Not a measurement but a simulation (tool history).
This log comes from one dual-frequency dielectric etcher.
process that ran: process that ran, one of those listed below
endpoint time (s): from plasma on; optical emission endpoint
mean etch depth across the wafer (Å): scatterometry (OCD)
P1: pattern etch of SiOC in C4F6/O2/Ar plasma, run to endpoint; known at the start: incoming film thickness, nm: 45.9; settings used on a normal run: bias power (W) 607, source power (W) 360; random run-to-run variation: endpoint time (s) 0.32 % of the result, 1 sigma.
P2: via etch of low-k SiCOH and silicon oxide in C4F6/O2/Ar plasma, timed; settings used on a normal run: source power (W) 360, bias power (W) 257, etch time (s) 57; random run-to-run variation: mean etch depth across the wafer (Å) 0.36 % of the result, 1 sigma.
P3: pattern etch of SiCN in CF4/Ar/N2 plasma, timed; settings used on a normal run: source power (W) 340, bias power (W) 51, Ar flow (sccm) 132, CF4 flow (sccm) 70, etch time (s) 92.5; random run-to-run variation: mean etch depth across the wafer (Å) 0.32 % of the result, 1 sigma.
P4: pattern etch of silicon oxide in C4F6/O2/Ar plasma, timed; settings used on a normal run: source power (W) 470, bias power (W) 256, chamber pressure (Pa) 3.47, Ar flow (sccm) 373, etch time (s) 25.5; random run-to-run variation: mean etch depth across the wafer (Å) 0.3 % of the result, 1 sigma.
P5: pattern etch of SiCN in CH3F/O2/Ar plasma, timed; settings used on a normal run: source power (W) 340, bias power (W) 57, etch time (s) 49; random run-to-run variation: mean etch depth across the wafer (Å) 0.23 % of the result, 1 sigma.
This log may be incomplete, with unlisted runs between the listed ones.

| run | hour | process that ran | bias power (W) | source power (W) | Ar flow (sccm) | CF4 flow (sccm) | etch time (s) | chamber pressure (Pa) | hours since the last wet clean | hours since the last bias power generator calibration | hours since the last source power generator calibration | endpoint time (s) | mean etch depth across the wafer (Å) |
|---|---|---|---|---|---|---|---|---|---|---|---|---|---|
| 1 | 14.3 | P1 | 607 | 360 |  |  |  |  | 177.4 | 1589.7 | 1319.9 | 14.892 |  |
| 2 | 24.3 | P3 | 51 | 340 | 132 | 99 | 92.5 |  | 187.4 | 1599.7 | 1329.9 |  | 561.65 |
| 3 | 39.9 | P5 | 79 | 340 |  |  | 49 |  | 203 | 1615.3 | 1345.5 |  | 172.03 |
| 4 | 52.5 | P1 | 481 | 420 |  |  |  |  | 215.6 | 1627.9 | 1358.1 | 15.419 |  |
| 5 | 69.3 | P1 | 818 | 300 |  |  |  |  | 232.4 | 1644.7 | 1374.9 | 14.236 |  |
| 6 | 81.2 | P5 | 57 | 340 |  |  | 49 |  | 244.3 | 1656.6 | 1386.8 |  | 153.47 |
| 7 | 92.8 | P1 | 607 | 230 |  |  |  |  | 255.9 | 1668.2 | 1398.4 | 17.585 |  |
| 8 | 107.6 | P2 | 151 | 360 |  |  | 57 |  | 270.7 | 1683 | 1413.2 |  | 1450.3 |
| 9 | 119.3 | P3 | 37 | 340 | 132 | 70 | 92.5 |  | 282.4 | 1694.7 | 1424.9 |  | 476.51 |
| 10 | 129.5 | P3 | 51 | 340 | 132 | 70 | 92.5 |  | 292.6 | 1704.9 | 1435.1 |  | 527.02 |
| 11 | 140.9 | P5 | 57 | 340 |  |  | 49 |  | 304 | 1716.3 | 1446.5 |  | 152.99 |
| 12 | 150.5 | P4 | 256 | 470 | 373 |  | 25.5 | 3.47 | 313.6 | 1725.9 | 1456.1 |  | 986.48 |
| 13 | 161.2 | P1 | 607 | 360 |  |  |  |  | 324.3 | 1736.6 | 1466.8 | 14.912 |  |
| 14 | 170.5 | P2 | 257 | 360 |  |  | 85.5 |  | 333.6 | 1745.9 | 1476.1 |  | 2564.5 |
| 15 | 180 | P5 | 57 | 340 |  |  | 27 |  | 343.1 | 1755.4 | 1485.6 |  | 84.508 |
|  | 181.6 | bias power generator calibrated |
| 16 | 190.2 | P1 | 607 | 440 |  |  |  |  | 353.3 | 8.7 | 1495.8 | 13.901 |  |
| 17 | 199 | P3 | 51 | 340 | 132 | 70 | 130 |  | 362.1 | 17.5 | 1504.6 |  | 738.8 |
| 18 | 208.4 | P4 | 256 | 640 | 373 |  | 25.5 | 3.47 | 371.5 | 26.9 | 1514 |  | 1105.8 |
| 19 | 221.4 | P4 | 256 | 470 | 262 |  | 25.5 | 3.47 | 384.5 | 39.9 | 1527 |  | 1027.5 |
| 20 | 238.8 | P3 | 51 | 340 | 80 | 70 | 92.5 |  | 401.9 | 57.3 | 1544.4 |  | 573.76 |
| 21 | 253.5 | P1 | 790 | 360 |  |  |  |  | 416.6 | 72 | 1559.1 | 13.491 |  |
| 22 | 265.6 | P1 | 407 | 290 |  |  |  |  | 428.7 | 84.1 | 1571.2 | 18.869 |  |
| 23 | 280.7 | P4 | 256 | 470 | 373 |  | 25.5 | 3.47 | 443.8 | 99.2 | 1586.3 |  | 987.34 |
| 24 | 297.9 | P1 | 607 | 360 |  |  |  |  | 461 | 116.4 | 1603.5 | 14.944 |  |
| 25 | 311.1 | P2 | 257 | 210 |  |  | 57 |  | 474.2 | 129.6 | 1616.7 |  | 1397 |
| 26 | 321.3 | P2 | 257 | 360 |  |  | 57 |  | 484.4 | 139.8 | 1626.9 |  | 1725.1 |
| 27 | 329.4 | P1 | 394 | 360 |  |  |  |  | 492.5 | 147.9 | 1635 | 17.476 |  |
| 28 | 346.8 | P2 | 257 | 360 |  |  | 57 |  | 509.9 | 165.3 | 1652.4 |  | 1718.4 |
| 29 | 355.4 | P3 | 51 | 340 | 132 | 70 | 92.5 |  | 518.5 | 173.9 | 1661 |  | 529.98 |
| 30 | 372.1 | P1 | 607 | 360 |  |  |  |  | 535.2 | 190.6 | 1677.7 | 14.968 |  |
| 31 | 388.3 | P5 | 57 | 210 |  |  | 49 |  | 551.4 | 206.8 | 1693.9 |  | 127.85 |
| 32 | 397.8 | P3 | 51 | 440 | 132 | 70 | 92.5 |  | 560.9 | 216.3 | 1703.4 |  | 663.58 |
|  | 404.9 | source power generator calibrated |
| 33 | 414.9 | P4 | 256 | 470 | 373 |  | 37.5 | 3.47 | 578 | 233.4 | 10.1 |  | 1456.4 |
| 34 | 431.5 | P4 | 256 | 470 | 373 |  | 25.5 | 4.87 | 594.6 | 250 | 26.7 |  | 946.31 |
| 35 | 446.9 | P1 | 607 | 360 |  |  |  |  | 610 | 265.4 | 42.1 | 14.955 |  |
| 36 | 458.3 | P4 | 156 | 470 | 373 |  | 25.5 | 3.47 | 621.4 | 276.8 | 53.5 |  | 840.64 |
| 37 | 469.3 | P1 | 607 | 360 |  |  |  |  | 632.4 | 287.8 | 64.5 | 14.907 |  |
| 38 | 479.2 | P1 | 607 | 360 |  |  |  |  | 642.3 | 297.7 | 74.4 | 14.988 |  |

What will run 39 give?
| 39 | 491 | P1 | 607 | 360 |  |  |  |  | 654.1 | 309.5 | 86.2 | ? |  |

{"run 39": {"endpoint time (s)": 15.044}}

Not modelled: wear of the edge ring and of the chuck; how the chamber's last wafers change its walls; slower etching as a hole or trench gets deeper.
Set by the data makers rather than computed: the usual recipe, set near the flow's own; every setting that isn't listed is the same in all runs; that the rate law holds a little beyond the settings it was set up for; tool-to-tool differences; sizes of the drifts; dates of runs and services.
